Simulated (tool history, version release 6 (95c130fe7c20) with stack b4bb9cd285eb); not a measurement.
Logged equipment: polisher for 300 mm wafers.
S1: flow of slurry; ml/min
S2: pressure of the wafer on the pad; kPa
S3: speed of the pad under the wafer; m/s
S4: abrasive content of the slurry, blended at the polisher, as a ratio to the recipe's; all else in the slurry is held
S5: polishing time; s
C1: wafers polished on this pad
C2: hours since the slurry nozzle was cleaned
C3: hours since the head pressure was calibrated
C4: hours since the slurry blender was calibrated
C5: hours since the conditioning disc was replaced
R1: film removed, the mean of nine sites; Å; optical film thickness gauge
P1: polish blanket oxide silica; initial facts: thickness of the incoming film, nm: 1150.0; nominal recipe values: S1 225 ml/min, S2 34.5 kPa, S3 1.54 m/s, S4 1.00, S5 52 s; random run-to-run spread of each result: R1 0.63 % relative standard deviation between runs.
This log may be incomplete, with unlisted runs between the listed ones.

Run 1, hour 8.6: S1 225 ml/min, S2 34.5 kPa, S3 1.54 m/s, S4 1.00, S5 52 s; C1 833; C2 199.1; C3 655.9; C4 62.7; C5 124.7. Result: R1 2717.7 Å.
Run 2, hour 17.6: S1 225 ml/min, S2 34.5 kPa, S3 1.54 m/s, S4 1.00, S5 52 s; C1 933; C2 208.1; C3 664.9; C4 71.7; C5 133.7. Result: R1 2767.4 Å.
Run 3, hour 23.3: S1 135 ml/min, S2 34.5 kPa, S3 1.54 m/s, S4 1.00, S5 52 s; C1 996; C2 213.8; C3 670.6; C4 77.4; C5 139.4. Result: R1 2542.6 Å.
Run 4, hour 30.9: S1 225 ml/min, S2 34.5 kPa, S3 1.54 m/s, S4 1.30, S5 52 s; C1 1081; C2 221.4; C3 678.2; C4 85.0; C5 147.0. Result: R1 3097.8 Å.
Run 5, hour 37.0: S1 360 ml/min, S2 34.5 kPa, S3 1.54 m/s, S4 1.00, S5 52 s; C1 1149; C2 227.5; C3 684.3; C4 91.1; C5 153.1. Result: R1 2891.3 Å.
Run 6, hour 46.1: S1 225 ml/min, S2 34.5 kPa, S3 1.54 m/s, S4 1.00, S5 23 s; C1 1250; C2 236.6; C3 693.4; C4 100.2; C5 162.2. Result: R1 1208.7 Å.
Run 7, hour 55.4: S1 225 ml/min, S2 34.5 kPa, S3 1.54 m/s, S4 1.00, S5 52 s; C1 1354; C2 245.9; C3 702.7; C4 109.5; C5 171.5. Result: R1 2707.0 Å.
Run 8, hour 63.2: S1 225 ml/min, S2 15.2 kPa, S3 1.54 m/s, S4 1.00, S5 52 s; C1 1441; C2 253.7; C3 710.5; C4 117.3; C5 179.3. Result: R1 1217.1 Å.
Run 9, hour 69.9: S1 135 ml/min, S2 34.5 kPa, S3 1.54 m/s, S4 1.00, S5 38 s; C1 1515; C2 260.4; C3 717.2; C4 124.0; C5 186.0. Result: R1 1842.5 Å.
Run 10, hour 78.5: S1 225 ml/min, S2 34.5 kPa, S3 1.54 m/s, S4 1.00, S5 52 s; C1 1611; C2 269.0; C3 725.8; C4 132.6; C5 194.6. Result: R1 2741.7 Å.
Run 11, hour 88.5: S1 225 ml/min, S2 34.5 kPa, S3 1.54 m/s, S4 0.50, S5 52 s; C1 1722; C2 279.0; C3 735.8; C4 142.6; C5 204.6. Result: R1 1889.9 Å.
Run 12, hour 95.6: S1 225 ml/min, S2 55.2 kPa, S3 1.54 m/s, S4 1.00, S5 52 s; C1 1801; C2 286.1; C3 742.9; C4 149.7; C5 211.7. Result: R1 4425.7 Å.
Run 13, hour 102.1: S1 225 ml/min, S2 34.5 kPa, S3 2.44 m/s, S4 1.00, S5 52 s; C1 1873; C2 292.6; C3 749.4; C4 156.2; C5 218.2. Result: R1 4000.4 Å.
Run 14, hour 108.4: S1 225 ml/min, S2 34.5 kPa, S3 0.92 m/s, S4 1.00, S5 52 s; C1 1944; C2 298.9; C3 755.7; C4 162.5; C5 224.5. Result: R1 1834.3 Å.
Run 15, hour 117.8: S1 225 ml/min, S2 34.5 kPa, S3 1.54 m/s, S4 1.00, S5 52 s; C1 2048; C2 308.3; C3 765.1; C4 171.9; C5 233.9. Result: R1 2751.5 Å.
Run 16, hour 123.4: S1 225 ml/min, S2 34.5 kPa, S3 0.76 m/s, S4 1.45, S5 52 s; C1 2111; C2 313.9; C3 770.7; C4 177.5; C5 239.5. Result: R1 1810.5 Å.
Run 17, hour 131.6: S1 225 ml/min, S2 34.5 kPa, S3 1.54 m/s, S4 1.00, S5 82 s; C1 2202; C2 322.1; C3 778.9; C4 185.7; C5 247.7. Result: R1 4352.4 Å.
Run 18, hour 141.2: S1 225 ml/min, S2 34.5 kPa, S3 0.96 m/s, S4 0.70, S5 52 s; C1 2309; C2 331.7; C3 788.5; C4 195.3; C5 257.3. Result: R1 1576.7 Å.
Run 19, hour 146.3: S1 225 ml/min, S2 34.5 kPa, S3 1.54 m/s, S4 1.00, S5 52 s; C1 2365; C2 336.8; C3 793.6; C4 200.4; C5 262.4. Result: R1 2779.0 Å.
Run 20, hour 155.6: S1 225 ml/min, S2 34.5 kPa, S3 1.54 m/s, S4 1.00, S5 52 s; C1 2469; C2 346.1; C3 802.9; C4 209.7; C5 271.7. Result: R1 2591.7 Å.
Run 21, hour 164.0: S1 225 ml/min, S2 34.5 kPa, S3 1.54 m/s, S4 1.00, S5 52 s; C1 2562; C2 354.5; C3 811.3; C4 218.1; C5 280.1. Result: R1 2507.6 Å.
Run 22, hour 168.9: S1 225 ml/min, S2 34.5 kPa, S3 1.54 m/s, S4 1.00, S5 52 s; C1 2617; C2 359.4; C3 816.2; C4 223.0; C5 285.0. Result: R1 2488.3 Å.
At hour 177.4: head pressure recalibrated.
Run 23, hour 179.9: S1 225 ml/min, S2 34.5 kPa, S3 1.54 m/s, S4 1.00, S5 52 s; C1 2739; C2 370.4; C3 2.6; C4 234.0; C5 296.0. Result: R1 2450.8 Å.
At hour 185.7: slurry nozzle cleaned.
Run 24, hour 188.2: S1 225 ml/min, S2 34.5 kPa, S3 1.54 m/s, S4 1.00, S5 52 s; C1 2832; C2 2.6; C3 10.9; C4 242.3; C5 304.3. Result: R1 2425.9 Å.
At hour 192.2: conditioning disc replaced and pad reconditioned.
Run 25, hour 195.9: S1 225 ml/min, S2 34.5 kPa, S3 1.54 m/s, S4 1.00, S5 52 s; C1 2917; C2 10.3; C3 18.6; C4 250.0; C5 3.8. Result: R1 2416.7 Å.
Run 26, hour 202.2: S1 225 ml/min, S2 34.5 kPa, S3 1.54 m/s, S4 1.00, S5 52 s; C1 2988; C2 16.6; C3 24.9; C4 256.3; C5 10.1. Result: R1 2418.4 Å.
Run 27, hour 210.8: S1 225 ml/min, S2 34.5 kPa, S3 1.54 m/s, S4 1.00, S5 52 s; C1 3083; C2 25.2; C3 33.5; C4 264.9; C5 18.7. Result: R1 2406.0 Å.
Run 28, hour 218.3: S1 225 ml/min, S2 34.5 kPa, S3 1.54 m/s, S4 1.00, S5 52 s; C1 3167; C2 32.7; C3 41.0; C4 272.4; C5 26.2. Result: R1 2389.3 Å.

What P1 gives has crept away from where it was. These 2 causes fit the log equally well, each at the size given:
A: abrasive missing from the slurry, % = 24.5
B: removal rate lost through wear of the pad, % = 12.9
At approximately hour 146.3, the process output began to creep.
Why every other cause is out:
slurry flow missing at the pad, %: was serviced at hour 185.7, once the creep was under way, yet the earlier output never came back
head's pressure below its setpoint, %: was serviced at hour 177.4, once the creep was under way, yet the earlier output never came back
time polished since the conditioner stopped cutting, s: was serviced at hour 192.2, once the creep was under way, yet the earlier output never came back

You are offered 4 check runs, listed below with question marks in place of their results; each one averages 2 wafers. Which run separates the listed causes by giving clearly different results for each?
Run check 1, hour 225.8: S1 295 ml/min, S2 34.5 kPa, S3 1.54 m/s, S4 1.00, S5 52 s. Result: R1 ?.
Run check 2, hour 225.8: S1 155 ml/min, S2 34.5 kPa, S3 1.54 m/s, S4 0.55, S5 52 s. Result: R1 ?.
Run check 3, hour 225.8: S1 325 ml/min, S2 15.2 kPa, S3 1.54 m/s, S4 1.00, S5 52 s. Result: R1 ?.
Run check 4, hour 225.8: S1 225 ml/min, S2 53.8 kPa, S3 1.54 m/s, S4 1.00, S5 52 s. Result: R1 ?.

Predicted outcomes, by check and by cause:
  check  result    if A    if B
check 1      R1  2466.8  2465.5
check 2      R1  1591.9  1657.6
check 3      R1  1094.6  1094.0
check 4      R1  3741.3  3739.3
Gap, in per cent, between the two causes that each check separates least, read from the result that separates them most: check 1 0.05 %; check 2 4.04 %; check 3 0.05 %; check 4 0.05 %
The other checks would show nearly matching results whichever cause is true, so check 2 is the only one that separates the causes.

The results of check 2 are: R1 1663.2 Å. Based on these, which of the listed causes is it?

B is the cause: removal rate lost through wear of the pad, %.

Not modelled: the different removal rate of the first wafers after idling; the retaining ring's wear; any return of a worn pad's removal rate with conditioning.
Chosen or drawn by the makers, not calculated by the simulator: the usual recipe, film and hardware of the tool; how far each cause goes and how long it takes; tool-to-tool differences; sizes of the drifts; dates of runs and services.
